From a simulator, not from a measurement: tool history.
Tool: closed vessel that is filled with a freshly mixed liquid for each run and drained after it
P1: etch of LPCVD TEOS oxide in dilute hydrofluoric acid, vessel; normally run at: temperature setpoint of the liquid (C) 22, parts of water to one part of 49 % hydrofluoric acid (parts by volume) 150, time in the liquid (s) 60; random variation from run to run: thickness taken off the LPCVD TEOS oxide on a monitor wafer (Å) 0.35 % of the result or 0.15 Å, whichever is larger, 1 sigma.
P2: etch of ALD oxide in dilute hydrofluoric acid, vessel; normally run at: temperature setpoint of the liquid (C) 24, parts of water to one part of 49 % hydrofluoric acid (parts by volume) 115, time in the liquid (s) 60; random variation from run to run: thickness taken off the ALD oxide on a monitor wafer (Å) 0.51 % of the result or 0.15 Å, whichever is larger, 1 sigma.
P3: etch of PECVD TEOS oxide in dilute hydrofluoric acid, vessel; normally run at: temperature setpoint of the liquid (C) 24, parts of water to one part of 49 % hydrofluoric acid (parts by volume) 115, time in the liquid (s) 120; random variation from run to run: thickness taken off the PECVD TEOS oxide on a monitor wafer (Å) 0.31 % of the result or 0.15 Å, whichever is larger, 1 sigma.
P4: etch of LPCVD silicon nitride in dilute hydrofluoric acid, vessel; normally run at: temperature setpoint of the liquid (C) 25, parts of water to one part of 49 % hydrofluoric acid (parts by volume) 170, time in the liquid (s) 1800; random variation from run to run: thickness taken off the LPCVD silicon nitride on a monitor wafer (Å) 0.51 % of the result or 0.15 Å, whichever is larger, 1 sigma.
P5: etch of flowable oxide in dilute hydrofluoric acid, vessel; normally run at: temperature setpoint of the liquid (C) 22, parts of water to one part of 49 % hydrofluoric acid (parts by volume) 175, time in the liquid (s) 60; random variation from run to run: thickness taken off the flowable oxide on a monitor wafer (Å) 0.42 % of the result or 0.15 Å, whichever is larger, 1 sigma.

| run | hour | process that ran | temperature setpoint of the liquid (C) | parts of water to one part of 49 % hydrofluoric acid (parts by volume) | time in the liquid (s) | thickness taken off the LPCVD TEOS oxide on a monitor wafer (Å) | thickness taken off the ALD oxide on a monitor wafer (Å) | thickness taken off the flowable oxide on a monitor wafer (Å) | thickness taken off the LPCVD silicon nitride on a monitor wafer (Å) | thickness taken off the PECVD TEOS oxide on a monitor wafer (Å) |
|---|---|---|---|---|---|---|---|---|---|---|
| 1 | 12.1 | P1 | 22 | 150 | 60 | 193.76 |  |  |  |  |
| 2 | 24.3 | P2 | 24 | 115 | 60 |  | 79.605 |  |  |  |
| 3 | 35 | P1 | 22 | 150 | 60 | 194.19 |  |  |  |  |
| 4 | 44.6 | P5 | 30.5 | 175 | 60 |  |  | 160.45 |  |  |
| 5 | 57.6 | P1 | 22 | 150 | 110 | 354.2 |  |  |  |  |
| 6 | 64.2 | P5 | 22 | 175 | 60 |  |  | 118.34 |  |  |
| 7 | 73.5 | P4 | 25 | 170 | 1800 |  |  |  | 56.673 |  |
| 8 | 82.3 | P4 | 33.5 | 170 | 1800 |  |  |  | 96.021 |  |
| 9 | 88.9 | P3 | 28.5 | 115 | 120 |  |  |  |  | 208.63 |
| 10 | 98.1 | P4 | 25 | 305 | 1800 |  |  |  | 31.965 |  |
| 11 | 110 | P1 | 17 | 150 | 60 | 157.24 |  |  |  |  |
| 12 | 119.2 | P3 | 24 | 115 | 50 |  |  |  |  | 73.387 |
| 13 | 125.7 | P4 | 25 | 170 | 900 |  |  |  | 28.628 |  |
| 14 | 138.3 | P5 | 22 | 175 | 90 |  |  | 175.56 |  |  |
| 15 | 147.4 | P4 | 25 | 170 | 1800 |  |  |  | 56.776 |  |
| 16 | 157.9 | P1 | 22 | 25 | 60 | 1342 |  |  |  |  |
| 17 | 164.1 | P1 | 22 | 150 | 60 | 194.46 |  |  |  |  |
| 18 | 173.1 | P1 | 22 | 150 | 60 | 193.03 |  |  |  |  |
| 19 | 180.4 | P3 | 24 | 20 | 120 |  |  |  |  | 1144.7 |
| 20 | 191.7 | P1 | 22 | 150 | 30 | 97.225 |  |  |  |  |
| 21 | 204.3 | P3 | 24 | 115 | 120 |  |  |  |  | 175.66 |
| 22 | 210 | P2 | 24 | 115 | 30 |  | 39.656 |  |  |  |
| 23 | 222.2 | P2 | 24 | 115 | 60 |  | 79.585 |  |  |  |
| 24 | 228.7 | P1 | 17 | 150 | 95 | 250.19 |  |  |  |  |
| 25 | 234.8 | P1 | 22 | 150 | 60 | 192.48 |  |  |  |  |
| 26 | 241.7 | P1 | 22 | 150 | 60 | 193.13 |  |  |  |  |
| 27 | 253.3 | P5 | 22 | 175 | 60 |  |  | 117.64 |  |  |
| 28 | 263.5 | P1 | 22 | 235 | 60 | 113.15 |  |  |  |  |
| 29 | 275.4 | P1 | 30 | 150 | 60 | 261.57 |  |  |  |  |
| 30 | 286.6 | P2 | 19.5 | 115 | 60 |  | 66.697 |  |  |  |
| 31 | 294.1 | P2 | 24 | 215 | 60 |  | 37.483 |  |  |  |
| 32 | 306.5 | P5 | 22 | 245 | 60 |  |  | 77.777 |  |  |
| 33 | 318.5 | P1 | 22 | 225 | 105 | 208.11 |  |  |  |  |
| 34 | 330.7 | P1 | 22 | 150 | 60 | 193.45 |  |  |  |  |
| 35 | 339 | P1 | 22 | 150 | 60 | 195.14 |  |  |  |  |

The next listed run, before its measurement:
| 36 | 349.2 | P1 | 22 | 150 | 60 | ? |  |  |  |  |

Run 36 gave thickness taken off the LPCVD TEOS oxide on a monitor wafer (Å) 198.6.
